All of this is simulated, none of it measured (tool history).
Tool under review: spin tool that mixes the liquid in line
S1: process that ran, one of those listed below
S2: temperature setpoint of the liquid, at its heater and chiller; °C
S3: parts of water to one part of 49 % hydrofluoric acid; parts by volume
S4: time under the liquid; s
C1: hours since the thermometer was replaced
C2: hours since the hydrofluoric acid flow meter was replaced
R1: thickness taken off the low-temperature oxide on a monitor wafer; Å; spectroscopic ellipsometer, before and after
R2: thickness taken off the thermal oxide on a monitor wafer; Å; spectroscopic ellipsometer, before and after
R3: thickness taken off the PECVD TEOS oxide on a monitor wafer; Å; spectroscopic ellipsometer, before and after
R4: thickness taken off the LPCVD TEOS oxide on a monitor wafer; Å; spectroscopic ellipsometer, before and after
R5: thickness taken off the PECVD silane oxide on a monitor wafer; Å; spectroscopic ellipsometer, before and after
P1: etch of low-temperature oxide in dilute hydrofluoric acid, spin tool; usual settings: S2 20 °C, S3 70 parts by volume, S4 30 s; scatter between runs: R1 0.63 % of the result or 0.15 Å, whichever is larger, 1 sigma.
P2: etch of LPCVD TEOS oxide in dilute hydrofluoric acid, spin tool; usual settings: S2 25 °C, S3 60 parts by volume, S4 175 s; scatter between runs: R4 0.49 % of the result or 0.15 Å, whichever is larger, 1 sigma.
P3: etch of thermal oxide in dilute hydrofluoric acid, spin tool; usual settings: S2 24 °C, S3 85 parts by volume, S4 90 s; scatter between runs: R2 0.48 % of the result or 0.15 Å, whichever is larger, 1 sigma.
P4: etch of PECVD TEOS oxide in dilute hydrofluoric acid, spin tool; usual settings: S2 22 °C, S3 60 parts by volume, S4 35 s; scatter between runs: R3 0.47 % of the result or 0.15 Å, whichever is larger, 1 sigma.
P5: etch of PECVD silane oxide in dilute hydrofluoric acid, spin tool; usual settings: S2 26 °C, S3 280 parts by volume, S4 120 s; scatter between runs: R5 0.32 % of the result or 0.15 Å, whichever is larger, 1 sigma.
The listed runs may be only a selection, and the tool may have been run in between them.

run 1 hour=7.6 | S1=P1 S2=20 S3=70 S4=30 | C1=399.6 C2=289.9 | R1=46.318
run 2 hour=12.9 | S1=P3 S2=24 S3=85 S4=90 | C1=404.9 C2=295.2 | R2=49.524
run 3 hour=19.2 | S1=P4 S2=22 S3=60 S4=35 | C1=411.2 C2=301.5 | R3=57.984
run 4 hour=27.1 | S1=P2 S2=25 S3=60 S4=95 | C1=419.1 C2=309.4 | R4=314.94
run 5 hour=38 | S1=P4 S2=22 S3=60 S4=65 | C1=430 C2=320.3 | R3=107.2
run 6 hour=45.2 | S1=P5 S2=26 S3=280 S4=65 | C1=437.2 C2=327.5 | R5=70.796
run 7 hour=55.3 | S1=P5 S2=18.5 S3=280 S4=120 | C1=447.3 C2=337.6 | R5=100.96
run 8 hour=63.4 | S1=P1 S2=25.5 S3=70 S4=30 | C1=455.4 C2=345.7 | R1=59.196
run 9 hour=69.3 | S1=P1 S2=20 S3=70 S4=60 | C1=461.3 C2=351.6 | R1=93.569
run 10 hour=75.4 | S1=P3 S2=31 S3=85 S4=90 | C1=467.4 C2=357.7 | R2=65.213
run 11 hour=85.3 | S1=P5 S2=26 S3=280 S4=120 | C1=477.3 C2=367.6 | R5=130.9
run 12 hour=93.5 | S1=P1 S2=20 S3=70 S4=15 | C1=485.5 C2=375.8 | R1=23.556
run 13 hour=103.7 | S1=P1 S2=20 S3=70 S4=30 | C1=495.7 C2=386 | R1=47.427
run 14 hour=113.1 | S1=P1 S2=20 S3=120 S4=30 | C1=505.1 C2=395.4 | R1=25.616
run 15 hour=123.6 | S1=P2 S2=25 S3=60 S4=175 | C1=515.6 C2=405.9 | R4=577.54
run 16 hour=132.2 | S1=P1 S2=25.5 S3=70 S4=50 | C1=524.2 C2=414.5 | R1=97.41
run 17 hour=143 | S1=P2 S2=25 S3=20 S4=175 | C1=535 C2=425.3 | R4=1819
run 18 hour=151.1 | S1=P2 S2=33 S3=60 S4=175 | C1=543.1 C2=433.4 | R4=791.46
run 19 hour=159.8 | S1=P4 S2=22 S3=60 S4=35 | C1=551.8 C2=442.1 | R3=57.806
run 20 hour=169.2 | S1=P1 S2=20 S3=20 S4=30 | C1=561.2 C2=451.5 | R1=173.96
run 21 hour=178 | S1=P1 S2=20 S3=70 S4=30 | C1=570 C2=460.3 | R1=46.757
run 22 hour=183.8 | S1=P1 S2=20 S3=70 S4=30 | C1=575.8 C2=466.1 | R1=46.545
run 23 hour=190.6 | S1=P4 S2=28 S3=60 S4=35 | C1=582.6 C2=472.9 | R3=73.643
run 24 hour=198.4 | S1=P2 S2=25 S3=60 S4=175 | C1=590.4 C2=480.7 | R4=577.53
run 25 hour=203.9 | S1=P1 S2=17 S3=70 S4=30 | C1=595.9 C2=486.2 | R1=41.325
run 26 hour=214.2 | S1=P4 S2=22 S3=20 S4=35 | C1=606.2 C2=496.5 | R3=183.64
run 27 hour=223.9 | S1=P3 S2=24 S3=45 S4=90 | C1=615.9 C2=506.2 | R2=98.392
run 28 hour=230.9 | S1=P1 S2=20 S3=20 S4=60 | C1=622.9 C2=513.2 | R1=343.55
run 29 hour=237.3 | S1=P5 S2=26 S3=480 S4=120 | C1=629.3 C2=519.6 | R5=63.389
run 30 hour=247.1 | S1=P3 S2=24 S3=85 S4=150 | C1=639.1 C2=529.4 | R2=81.939
run 31 hour=254.8 | S1=P1 S2=20 S3=70 S4=30 | C1=646.8 C2=537.1 | R1=46.68
run 32 hour=260.2 | S1=P5 S2=26 S3=280 S4=120 | C1=652.2 C2=542.5 | R5=131.55
run 33 hour=266.5 | S1=P1 S2=20 S3=70 S4=30 | C1=658.5 C2=548.8 | R1=46.405
run 34 hour=276.9 | S1=P1 S2=20 S3=70 S4=30 | C1=668.9 C2=559.2 | R1=44.682
run 35 hour=283.6 | S1=P1 S2=20 S3=70 S4=30 | C1=675.6 C2=565.9 | R1=44.122
run 36 hour=294.2 | S1=P1 S2=20 S3=70 S4=30 | C1=686.2 C2=576.5 | R1=43.605
run 37 hour=305.1 | S1=P1 S2=20 S3=70 S4=30 | C1=697.1 C2=587.4 | R1=43.22
run 38 hour=312.5 | S1=P1 S2=20 S3=70 S4=30 | C1=704.5 C2=594.8 | R1=42.5
run 39 hour=319.1 | S1=P1 S2=20 S3=70 S4=30 | C1=711.1 C2=601.4 | R1=42.413
run 40 hour=324.8 | S1=P1 S2=20 S3=70 S4=30 | C1=716.8 C2=607.1 | R1=42.955
run 41 hour=332.5 | S1=P1 S2=20 S3=70 S4=30 | C1=724.5 C2=614.8 | R1=42.379
run 42 hour=338.7 | S1=P1 S2=20 S3=70 S4=30 | C1=730.7 C2=621 | R1=41.789

The log shows P1 creeping away from where it was. Any of the 2 causes listed here, at the size stated for it, fits the log just as well as the others:
A: liquid colder than its thermometer reads (K) = 2.37
B: hydrofluoric acid flow below the setpoint (%) = 8.82
The creep began at about hour 266.5.

Which of the 4 check runs listed below separates the causes, so that each cause would produce a clearly different result? Each run uses one wafer, and its results are marked with question marks.
run check 1 hour=344.9 | S1=P2 S2=25 S3=60 S4=175 | R4=?
run check 2 hour=344.9 | S1=P5 S2=26 S3=280 S4=120 | R5=?
run check 3 hour=344.9 | S1=P3 S2=24 S3=85 S4=90 | R2=?
run check 4 hour=344.9 | S1=P4 S2=22 S3=60 S4=35 | R3=?

What every check run would give for each of its results, assuming each possible cause in turn:
check=check_1 result=R4 if_A=525.26 if_B=523.64
check=check_2 result=R5 if_A=120.75 if_B=116.31
check=check_3 result=R2 if_A=45.175 if_B=44.876
check=check_4 result=R3 if_A=52.439 if_B=52.43
Gap, in per cent, between the two causes that each check separates least, read from the result that separates them most: check 1 0.31 %; check 2 3.75 %; check 3 0.67 %; check 4 0.02 %
Check 2 tells the causes apart: in the others they would give nearly the same result.

Here is what check 2 returned: R5 116.08 Å. Which cause is it?

It was cause B: hydrofluoric acid flow below the setpoint (%).

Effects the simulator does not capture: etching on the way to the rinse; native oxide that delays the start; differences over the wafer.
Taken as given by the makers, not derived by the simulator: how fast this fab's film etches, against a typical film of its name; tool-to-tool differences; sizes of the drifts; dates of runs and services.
